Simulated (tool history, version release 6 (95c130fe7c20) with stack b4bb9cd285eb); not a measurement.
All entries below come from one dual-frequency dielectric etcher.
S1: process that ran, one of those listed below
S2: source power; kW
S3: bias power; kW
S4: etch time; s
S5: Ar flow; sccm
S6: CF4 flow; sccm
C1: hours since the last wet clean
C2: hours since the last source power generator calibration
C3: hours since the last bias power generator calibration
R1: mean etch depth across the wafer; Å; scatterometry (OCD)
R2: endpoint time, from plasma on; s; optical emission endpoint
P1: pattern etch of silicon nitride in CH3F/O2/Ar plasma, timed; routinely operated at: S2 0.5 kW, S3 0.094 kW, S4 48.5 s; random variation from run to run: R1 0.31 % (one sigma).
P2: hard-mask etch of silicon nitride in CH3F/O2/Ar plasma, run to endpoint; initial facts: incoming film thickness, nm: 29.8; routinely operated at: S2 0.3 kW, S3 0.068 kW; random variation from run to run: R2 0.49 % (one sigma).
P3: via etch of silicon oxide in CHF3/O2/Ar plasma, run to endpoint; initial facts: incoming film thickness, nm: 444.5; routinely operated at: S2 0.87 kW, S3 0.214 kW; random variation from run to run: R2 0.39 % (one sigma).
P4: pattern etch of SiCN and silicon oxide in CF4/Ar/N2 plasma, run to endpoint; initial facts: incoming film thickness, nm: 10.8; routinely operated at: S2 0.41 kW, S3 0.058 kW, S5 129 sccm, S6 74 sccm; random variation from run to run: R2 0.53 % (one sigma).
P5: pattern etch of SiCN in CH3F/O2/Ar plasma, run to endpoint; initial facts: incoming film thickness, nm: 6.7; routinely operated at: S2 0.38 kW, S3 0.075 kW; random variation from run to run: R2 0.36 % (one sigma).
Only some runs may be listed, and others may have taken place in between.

| run | hour | S1 | S2 | S3 | S4 | S5 | S6 | C1 | C2 | C3 | R1 | R2 |
|---|---|---|---|---|---|---|---|---|---|---|---|---|
| 1 | 10.6 | P1 | 0.5 | 0.094 | 48.5 |  |  | 118.4 | 1349.7 | 2702.9 | 404.61 |  |
| 2 | 17.9 | P4 | 0.41 | 0.058 |  | 102 | 74 | 125.7 | 1357 | 2710.2 |  | 14.894 |
| 3 | 26.9 | P2 | 0.3 | 0.089 |  |  |  | 134.7 | 1366 | 2719.2 |  | 45.447 |
| 4 | 33.4 | P1 | 0.5 | 0.094 | 62 |  |  | 141.2 | 1372.5 | 2725.7 | 517.87 |  |
| 5 | 45.3 | P1 | 0.5 | 0.094 | 48.5 |  |  | 153.1 | 1384.4 | 2737.6 | 405.64 |  |
| 6 | 52.4 | P1 | 0.36 | 0.094 | 70.5 |  |  | 160.2 | 1391.5 | 2744.7 | 523.55 |  |
| 7 | 62.2 | P4 | 0.41 | 0.045 |  | 129 | 74 | 170 | 1401.3 | 2754.5 |  | 16.737 |
| 8 | 72 | P1 | 0.5 | 0.094 | 48.5 |  |  | 179.8 | 1411.1 | 2764.3 | 404.46 |  |
| 9 | 84 | P1 | 0.5 | 0.094 | 36 |  |  | 191.8 | 1423.1 | 2776.3 | 301.01 |  |
| 10 | 95.5 | P4 | 0.41 | 0.058 |  | 129 | 104 | 203.3 | 1434.6 | 2787.8 |  | 14.683 |
| 11 | 105.1 | P5 | 0.5 | 0.075 |  |  |  | 212.9 | 1444.2 | 2797.4 |  | 16.18 |
| 12 | 114.7 | P5 | 0.38 | 0.075 |  |  |  | 222.5 | 1453.8 | 2807 |  | 17.989 |
| 13 | 121.1 | P2 | 0.39 | 0.068 |  |  |  | 228.9 | 1460.2 | 2813.4 |  | 45.359 |
| 14 | 131.1 | P1 | 0.61 | 0.094 | 48.5 |  |  | 238.9 | 1470.2 | 2823.4 | 438.14 |  |
| 15 | 142.2 | P1 | 0.5 | 0.112 | 48.5 |  |  | 250 | 1481.3 | 2834.5 | 434.03 |  |
| 16 | 151.9 | P1 | 0.5 | 0.094 | 48.5 |  |  | 259.7 | 1491 | 2844.2 | 406.42 |  |
| 17 | 158.3 | P3 | 0.87 | 0.145 |  |  |  | 266.1 | 1497.4 | 2850.6 |  | 214.88 |
| 18 | 164.5 | P1 | 0.5 | 0.094 | 48.5 |  |  | 272.3 | 1503.6 | 2856.8 | 406.52 |  |
| 19 | 170 | P5 | 0.38 | 0.075 |  |  |  | 277.8 | 1509.1 | 2862.3 |  | 18.112 |
| 20 | 181.1 | P1 | 0.5 | 0.073 | 48.5 |  |  | 288.9 | 1520.2 | 2873.4 | 370.08 |  |
| 21 | 188.9 | P1 | 0.31 | 0.094 | 48.5 |  |  | 296.7 | 1528 | 2881.2 | 338.03 |  |
| 22 | 196.2 | P4 | 0.52 | 0.058 |  | 129 | 74 | 304 | 1535.3 | 2888.5 |  | 12.654 |
| 23 | 207.5 | P2 | 0.3 | 0.068 |  |  |  | 315.3 | 1546.6 | 2899.8 |  | 49.694 |
| 24 | 216.2 | P4 | 0.41 | 0.058 |  | 129 | 74 | 324 | 1555.3 | 2908.5 |  | 15.46 |
|  | 224.2 | bias power generator calibrated |
| 25 | 226.5 | P3 | 0.87 | 0.214 |  |  |  | 334.3 | 1565.6 | 2.4 |  | 188.68 |
| 26 | 235.7 | P5 | 0.38 | 0.089 |  |  |  | 343.5 | 1574.8 | 11.6 |  | 16.928 |
| 27 | 244 | P1 | 0.61 | 0.094 | 30 |  |  | 351.8 | 1583.1 | 19.9 | 271 |  |
| 28 | 256.2 | P1 | 0.39 | 0.056 | 48.5 |  |  | 364 | 1595.3 | 32.1 | 310.59 |  |
| 29 | 266.3 | P3 | 0.59 | 0.214 |  |  |  | 374.1 | 1605.4 | 42.2 |  | 219.23 |
| 30 | 276.1 | P1 | 0.5 | 0.094 | 48.5 |  |  | 383.9 | 1615.2 | 52 | 405.82 |  |
| 31 | 285.8 | P1 | 0.5 | 0.094 | 48.5 |  |  | 393.6 | 1624.9 | 61.7 | 402.76 |  |
| 32 | 293.8 | P1 | 0.5 | 0.094 | 48.5 |  |  | 401.6 | 1632.9 | 69.7 | 402.99 |  |
| 33 | 304.6 | P1 | 0.5 | 0.094 | 48.5 |  |  | 412.4 | 1643.7 | 80.5 | 400.33 |  |
| 34 | 311.7 | P1 | 0.5 | 0.094 | 48.5 |  |  | 419.5 | 1650.8 | 87.6 | 400.61 |  |
| 35 | 318.6 | P1 | 0.5 | 0.094 | 48.5 |  |  | 426.4 | 1657.7 | 94.5 | 400.47 |  |
|  | 329.1 | wet clean of the chamber |
| 36 | 329.5 | P1 | 0.5 | 0.094 | 48.5 |  |  | 0.5 | 1668.6 | 105.4 | 398.3 |  |
| 37 | 335.6 | P1 | 0.5 | 0.094 | 48.5 |  |  | 6.6 | 1674.7 | 111.5 | 400.95 |  |
| 38 | 347.8 | P1 | 0.5 | 0.094 | 48.5 |  |  | 18.8 | 1686.9 | 123.7 | 400.96 |  |

What P1 gives has crept away from where it was. These 2 causes fit the log equally well, each at the size given:
A: source power that arrives under what is set, % = 4.15
B: bias power that arrives under what is set, % = 4.37
The creep began at about hour 276.1.
Excluded causes, each with its reason:
chamber walls in a state that lowers the etch rate, %: its service at hour 329.1 followed the start of the drift and did not put the process back to its old value

Of the 4 check runs below, each run on 3 wafers with the results averaged and each result still a question mark, which one would tell the listed causes apart?
| check 1 | 360 | P4 | 0.41 | 0.058 |  | 129 | 74 |  |  |  |  | ? |
| check 2 | 360 | P2 | 0.3 | 0.068 |  |  |  |  |  |  |  | ? |
| check 3 | 360 | P3 | 0.87 | 0.214 |  |  |  |  |  |  |  | ? |
| check 4 | 360 | P5 | 0.38 | 0.075 |  |  |  |  |  |  |  | ? |

If the cause were each of the candidates in turn, the checks would give the following:
| check | result | if A | if B |
|---|---|---|---|
| check 1 | R2 | 16.06 | 15.702 |
| check 2 | R2 | 50.864 | 50.832 |
| check 3 | R2 | 192.14 | 191.93 |
| check 4 | R2 | 18.281 | 18.282 |
Per-check spread between the two closest causes, in the result where they differ most: check 1 2.26 %; check 2 0.06 %; check 3 0.11 %; check 4 0.01 %
The other checks would show nearly matching results whichever cause is true, so check 1 is the only one that separates the causes.

The results of check 1 are: R2 15.98 s. Based on these, which of the listed causes is it?

It was cause A: source power that arrives under what is set, %.
